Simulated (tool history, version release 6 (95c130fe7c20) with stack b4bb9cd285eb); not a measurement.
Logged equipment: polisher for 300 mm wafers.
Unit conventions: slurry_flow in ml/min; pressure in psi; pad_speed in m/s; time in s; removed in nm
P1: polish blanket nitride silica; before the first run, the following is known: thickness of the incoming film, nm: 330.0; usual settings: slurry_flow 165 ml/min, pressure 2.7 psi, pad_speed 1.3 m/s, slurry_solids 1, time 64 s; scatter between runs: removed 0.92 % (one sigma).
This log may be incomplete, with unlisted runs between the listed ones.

run,hour,slurry_flow,pressure,pad_speed,slurry_solids,time,wafers polished on this pad,hours since the slurry nozzle was cleaned,hours since the head pressure was calibrated,hours since the slurry blender was calibrated,hours since the conditioning disc was replaced,removed
1,10,165,2.7,1.3,1,64,968,175,553,273.5,259.9,44.04
2,19,165,1.6,0.74,1,64,1093,184,562,282.5,268.9,16.338
3,27.2,165,4.1,1.3,1,64,1207,192.2,570.2,290.7,277.1,66.655
4,31.8,165,2.7,1.74,1,64,1271,196.8,574.8,295.3,281.7,55.571
5,41.5,165,2.7,0.72,1,64,1406,206.5,584.5,305,291.4,27.523
6,48.8,165,2.7,1.3,1,29,1507,213.8,591.8,312.3,298.7,19.818
7,57.2,165,2.7,1.3,1,64,1624,222.2,600.2,320.7,307.1,44.47
8,65.8,165,2.7,1.3,1,64,1744,230.8,608.8,329.3,315.7,44.125
9,70.9,245,2.7,1.3,1,64,1815,235.9,613.9,334.4,320.8,46.221
10,80.7,165,2.7,1.3,1,64,1951,245.7,623.7,344.2,330.6,44.23
11,87.4,165,2.7,1.3,1,64,2044,252.4,630.4,350.9,337.3,42.866
12,92.7,100,2.7,1.3,1,29,2118,257.7,635.7,356.2,342.6,18.147
13,100.8,165,2.7,1.3,1.2,64,2230,265.8,643.8,364.3,350.7,46.891
14,106.7,165,2.7,1.3,1,64,2312,271.7,649.7,370.2,356.6,43.621
15,116.4,165,1.6,1.3,1,64,2447,281.4,659.4,379.9,366.3,25.597
16,121,165,2.7,1.3,0.6,64,2511,286,664,384.5,370.9,33.612
17,128.1,165,2.7,1.3,1,64,2610,293.1,671.1,391.6,378,43.981
18,137.8,165,2.7,1.3,1,88,2745,302.8,680.8,401.3,387.7,60.874
19,146,110,2.7,1.3,1,64,2859,311,689,409.5,395.9,40.679
20,152,165,2.7,1.3,1,64,2942,317,695,415.5,401.9,43.892
21,157,165,2.7,1.3,1,64,3012,322,700,420.5,406.9,42.666
22,166.4,165,2.7,1.3,1,64,3143,331.4,709.4,429.9,416.3,40.996
23,176.2,165,2.7,1.3,1,64,3279,341.2,719.2,439.7,426.1,39.093
# hour 183.4: conditioning disc replaced and pad reconditioned
24,184.2,165,2.7,1.3,1,64,3390,349.2,727.2,447.7,0.8,39.346
# hour 185: head pressure recalibrated
25,193.9,165,2.7,1.3,1,64,3525,358.9,9,457.4,10.5,39.537
26,199.1,165,2.7,1.3,1,64,3597,364.1,14.2,462.6,15.7,38.493
27,208.4,165,2.7,1.3,1,64,3727,373.4,23.5,471.9,25,38.765
# hour 212.1: slurry nozzle cleaned
28,217.7,165,2.7,1.3,1,64,3856,5.6,32.8,481.2,34.3,38.393
29,225.7,165,2.7,1.3,1,64,3967,13.6,40.8,489.2,42.3,38.539
30,232.7,165,2.7,1.3,1,64,4065,20.6,47.8,496.2,49.3,38.738

What P1 gives has crept away from where it was. These 2 causes fit the log equally well, each at the size given:
A: removal rate lost through wear of the pad, % = 13
B: abrasive missing from the slurry, % = 24.7
The creep began at about hour 152.
Ruled out, with reasons:
slurry flow missing at the pad, %: serviced at hour 212.1, after the drift had started, without restoring the earlier output
head's pressure below its setpoint, %: serviced at hour 185, after the drift had started, without restoring the earlier output
time polished since the conditioner stopped cutting, s: serviced at hour 183.4, after the drift had started, without restoring the earlier output

The list below offers 4 check runs, each averaging the results of 5 wafers, and shows each result as a question mark. For which of them would the listed causes give clearly different results?
check 1,239.7,165,3.4,1.3,1,64,,,,,,?
check 2,239.7,165,2.7,0.88,0.6,64,,,,,,?
check 3,239.7,165,4,1.3,1,87,,,,,,?
check 4,239.7,245,2.7,1.3,1,64,,,,,,?

Expected result of each check under each candidate cause:
check,result,if A,if B
check 1,removed,48.161,48.175
check 2,removed,21.481,20.736
check 3,removed,77.022,77.044
check 4,removed,40.285,40.297
Distance between the nearest two causes, measured in the result of the check that separates them most: check 1 0.03 %; check 2 3.53 %; check 3 0.03 %; check 4 0.03 %
Check 2 tells the causes apart: in the others they would give nearly the same result.

Check 2 was then run and gave: removed 20.66 nm. Which cause is it?

The cause is B: abrasive missing from the slurry, %.
